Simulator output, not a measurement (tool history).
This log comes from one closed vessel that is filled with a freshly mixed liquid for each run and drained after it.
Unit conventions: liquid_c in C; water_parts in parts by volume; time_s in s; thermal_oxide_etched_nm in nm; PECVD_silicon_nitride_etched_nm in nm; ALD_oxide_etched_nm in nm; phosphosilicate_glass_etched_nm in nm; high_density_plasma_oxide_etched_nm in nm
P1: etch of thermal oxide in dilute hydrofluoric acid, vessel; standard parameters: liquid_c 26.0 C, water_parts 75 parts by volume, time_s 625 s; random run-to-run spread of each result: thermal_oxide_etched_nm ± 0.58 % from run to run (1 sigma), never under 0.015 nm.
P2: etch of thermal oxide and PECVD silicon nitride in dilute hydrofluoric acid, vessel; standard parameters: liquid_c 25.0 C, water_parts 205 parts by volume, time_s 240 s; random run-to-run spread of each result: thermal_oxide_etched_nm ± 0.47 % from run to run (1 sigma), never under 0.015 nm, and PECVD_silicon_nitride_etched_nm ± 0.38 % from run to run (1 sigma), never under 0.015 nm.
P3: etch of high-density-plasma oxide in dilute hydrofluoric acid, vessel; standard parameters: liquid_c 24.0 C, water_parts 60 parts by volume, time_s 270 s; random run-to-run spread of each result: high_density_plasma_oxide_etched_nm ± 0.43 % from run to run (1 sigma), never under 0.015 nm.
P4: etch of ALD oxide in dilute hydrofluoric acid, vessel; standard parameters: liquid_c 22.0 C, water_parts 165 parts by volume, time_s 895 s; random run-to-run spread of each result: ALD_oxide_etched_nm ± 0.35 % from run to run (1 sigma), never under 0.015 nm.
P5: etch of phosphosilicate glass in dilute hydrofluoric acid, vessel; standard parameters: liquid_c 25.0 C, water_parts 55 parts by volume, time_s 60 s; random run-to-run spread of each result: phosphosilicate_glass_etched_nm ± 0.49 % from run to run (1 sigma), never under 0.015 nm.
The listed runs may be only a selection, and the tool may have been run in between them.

run,hour,process,liquid_c,water_parts,time_s,hours since the thermometer was replaced,hours since the hydrofluoric acid flow meter was replaced,thermal_oxide_etched_nm,PECVD_silicon_nitride_etched_nm,ALD_oxide_etched_nm,phosphosilicate_glass_etched_nm,high_density_plasma_oxide_etched_nm
1,7.0,P1,26.0,75,625,998.0,616.5,43.27500,,,,
2,18.0,P2,25.0,205,240,1009.0,627.5,5.08890,7.29200,,,
3,24.9,P1,26.0,75,625,1015.9,634.4,43.91700,,,,
4,37.1,P1,26.0,130,625,1028.1,646.6,23.67900,,,,
5,46.5,P1,26.0,75,290,1037.5,656.0,20.26500,,,,
6,57.5,P1,26.0,75,1210,1048.5,667.0,84.83400,,,,
7,63.7,P2,17.5,205,240,1054.7,673.2,3.86920,4.52100,,,
8,77.0,P1,26.0,25,235,1068.0,686.5,53.51600,,,,
9,89.9,P4,29.5,165,895,1080.9,699.4,,,62.403,,
10,98.8,P4,22.0,165,895,1089.8,708.3,,,47.175,,
11,105.2,P2,25.0,50,240,1096.2,714.7,25.13700,29.39700,,,
12,118.4,P1,26.0,75,625,1109.4,727.9,43.47000,,,,
13,124.3,P5,25.0,20,60,1115.3,733.8,,,,220.350,
14,135.0,P1,31.0,75,625,1126.0,744.5,53.17700,,,,
15,146.1,P4,22.0,300,895,1137.1,755.6,,,22.797,,
16,158.2,P5,25.0,55,60,1149.2,767.7,,,,76.815,
17,167.8,P5,25.0,55,30,1158.8,777.3,,,,38.040,
# hour 171.5: hydrofluoric acid flow meter replaced
18,178.6,P4,22.0,165,895,1169.6,7.1,,,47.225,,
19,185.1,P2,25.0,205,30,1176.1,13.6,0.62557,0.92785,,,
20,194.1,P4,22.0,165,1285,1185.1,22.6,,,68.195,,
21,202.9,P5,32.0,55,60,1193.9,31.4,,,,101.480,
22,213.6,P3,28.0,60,270,1204.6,42.1,,,,,36.880
23,223.3,P1,26.0,75,625,1214.3,51.8,43.55700,,,,
24,229.9,P3,24.0,60,35,1220.9,58.4,,,,,4.086
25,240.9,P1,26.0,35,625,1231.9,69.4,98.99400,,,,
26,246.6,P1,20.5,75,625,1237.6,75.1,34.88500,,,,
27,258.0,P3,24.0,60,270,1249.0,86.5,,,,,31.354
28,270.1,P3,24.0,20,270,1261.1,98.6,,,,,99.074
29,280.0,P1,26.0,75,625,1271.0,108.5,43.68700,,,,
30,292.8,P1,26.0,75,625,1283.8,121.3,42.55100,,,,
31,306.2,P1,26.0,75,625,1297.2,134.7,42.08800,,,,
32,315.7,P1,26.0,75,625,1306.7,144.2,41.14300,,,,
33,328.4,P1,26.0,75,625,1319.4,156.9,41.64100,,,,
34,339.2,P1,26.0,75,625,1330.2,167.7,41.07600,,,,
35,348.9,P1,26.0,75,625,1339.9,177.4,40.68700,,,,
36,356.5,P1,26.0,75,625,1347.5,185.0,40.90100,,,,
37,364.6,P1,26.0,75,625,1355.6,193.1,40.87000,,,,
38,374.1,P1,26.0,75,625,1365.1,202.6,40.48500,,,,
39,382.5,P1,26.0,75,625,1373.5,211.0,40.94000,,,,
40,393.2,P1,26.0,75,625,1384.2,221.7,41.16700,,,,

What P1 gives has crept away from where it was. These 2 causes fit the log equally well, each at the size given:
A: hydrofluoric acid flow below the setpoint (%) = 6.09
B: liquid colder than its thermometer reads (K) = 1.74
The gradual shift began around hour 280.0.

Each of the 4 check runs below uses one wafer; its results are left as question marks. Which run tells the causes apart?
check 1,403.9,P5,25.0,55,60,,,,,,?,
check 2,403.9,P3,24.0,60,270,,,,,,,?
check 3,403.9,P2,25.0,205,240,,,?,?,,,
check 4,403.9,P4,22.0,165,895,,,,,?,,

If the cause were each of the candidates in turn, the checks would give the following:
check,result,if A,if B
check 1,phosphosilicate_glass_etched_nm,71.434,71.181
check 2,high_density_plasma_oxide_etched_nm,29.245,29.138
check 3,thermal_oxide_etched_nm,4.71740,4.78030
check 3,PECVD_silicon_nitride_etched_nm,6.84860,6.53290
check 4,ALD_oxide_etched_nm,43.933,44.215
Gap, in per cent, between the two causes that each check separates least, read from the result that separates them most: check 1 0.36 %; check 2 0.37 %; check 3 4.72 %; check 4 0.64 %
Check 3 distinguishes between the causes, while the remaining checks would return nearly the same result for all of them.

After running check 3, the following was obtained: thermal_oxide_etched_nm 4.72170 nm; PECVD_silicon_nitride_etched_nm 6.87890 nm. Which cause does this point to?

It was cause A: hydrofluoric acid flow below the setpoint (%).
